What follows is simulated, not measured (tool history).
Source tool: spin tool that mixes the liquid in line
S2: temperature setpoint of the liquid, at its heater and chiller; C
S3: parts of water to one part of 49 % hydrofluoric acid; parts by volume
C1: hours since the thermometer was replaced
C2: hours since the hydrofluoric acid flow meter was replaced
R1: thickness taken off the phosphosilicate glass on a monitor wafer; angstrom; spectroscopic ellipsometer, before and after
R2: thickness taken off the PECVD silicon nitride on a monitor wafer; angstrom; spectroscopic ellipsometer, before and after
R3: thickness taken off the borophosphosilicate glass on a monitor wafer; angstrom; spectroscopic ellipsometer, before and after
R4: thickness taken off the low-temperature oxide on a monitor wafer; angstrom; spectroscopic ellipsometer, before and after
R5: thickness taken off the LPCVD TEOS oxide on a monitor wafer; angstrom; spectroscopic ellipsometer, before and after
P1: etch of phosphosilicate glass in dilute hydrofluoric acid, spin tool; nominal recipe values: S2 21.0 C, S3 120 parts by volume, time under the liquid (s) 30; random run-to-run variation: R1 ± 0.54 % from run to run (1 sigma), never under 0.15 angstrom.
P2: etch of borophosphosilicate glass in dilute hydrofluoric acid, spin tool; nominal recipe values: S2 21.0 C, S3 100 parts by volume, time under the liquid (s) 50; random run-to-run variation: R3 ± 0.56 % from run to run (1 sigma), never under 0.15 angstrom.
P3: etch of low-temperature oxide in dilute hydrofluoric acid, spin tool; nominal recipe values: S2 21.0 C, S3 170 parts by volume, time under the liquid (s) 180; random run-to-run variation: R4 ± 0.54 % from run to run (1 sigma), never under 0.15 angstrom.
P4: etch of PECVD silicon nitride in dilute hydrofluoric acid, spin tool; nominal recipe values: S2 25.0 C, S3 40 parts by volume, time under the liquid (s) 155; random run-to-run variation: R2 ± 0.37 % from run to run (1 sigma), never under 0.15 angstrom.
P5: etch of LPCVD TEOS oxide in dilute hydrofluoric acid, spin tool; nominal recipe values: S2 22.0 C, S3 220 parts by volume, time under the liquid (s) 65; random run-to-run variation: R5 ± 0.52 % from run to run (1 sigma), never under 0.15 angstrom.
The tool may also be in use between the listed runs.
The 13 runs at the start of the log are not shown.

run 14 hour=58.6 | process_that_ran=P3 S2=21.0 S3=170 time_under_the_liquid_(s)=180 | C1=2251.0 C2=1122.5 | R4=90.966
run 15 hour=63.7 | process_that_ran=P5 S2=22.0 S3=220 time_under_the_liquid_(s)=65 | C1=2256.1 C2=1127.6 | R5=134.490
run 16 hour=66.7 | process_that_ran=P1 S2=21.0 S3=120 time_under_the_liquid_(s)=30 | C1=2259.1 C2=1130.6 | R1=132.560
run 17 hour=71.1 | process_that_ran=P5 S2=22.0 S3=220 time_under_the_liquid_(s)=15 | C1=2263.5 C2=1135.0 | R5=31.459
run 18 hour=76.1 | process_that_ran=P1 S2=21.0 S3=120 time_under_the_liquid_(s)=30 | C1=2268.5 C2=1140.0 | R1=131.790
run 19 hour=81.1 | process_that_ran=P2 S2=21.0 S3=100 time_under_the_liquid_(s)=50 | C1=2273.5 C2=1145.0 | R3=187.95
run 20 hour=85.6 | process_that_ran=P4 S2=21.0 S3=40 time_under_the_liquid_(s)=155 | C1=2278.0 C2=1149.5 | R2=89.814
run 21 hour=88.6 | process_that_ran=P1 S2=21.0 S3=210 time_under_the_liquid_(s)=30 | C1=2281.0 C2=1152.5 | R1=68.882
run 22 hour=92.2 | process_that_ran=P1 S2=21.0 S3=60 time_under_the_liquid_(s)=30 | C1=2284.6 C2=1156.1 | R1=283.320
run 23 hour=97.3 | process_that_ran=P3 S2=29.0 S3=170 time_under_the_liquid_(s)=180 | C1=2289.7 C2=1161.2 | R4=122.370

Run 24 is up next; what results do you expect?
run 24 hour=100.5 | process_that_ran=P3 S2=21.0 S3=170 time_under_the_liquid_(s)=180 | C1=2292.9 C2=1164.4 | R4=?

Run 24 gave R4 92.091 angstrom.
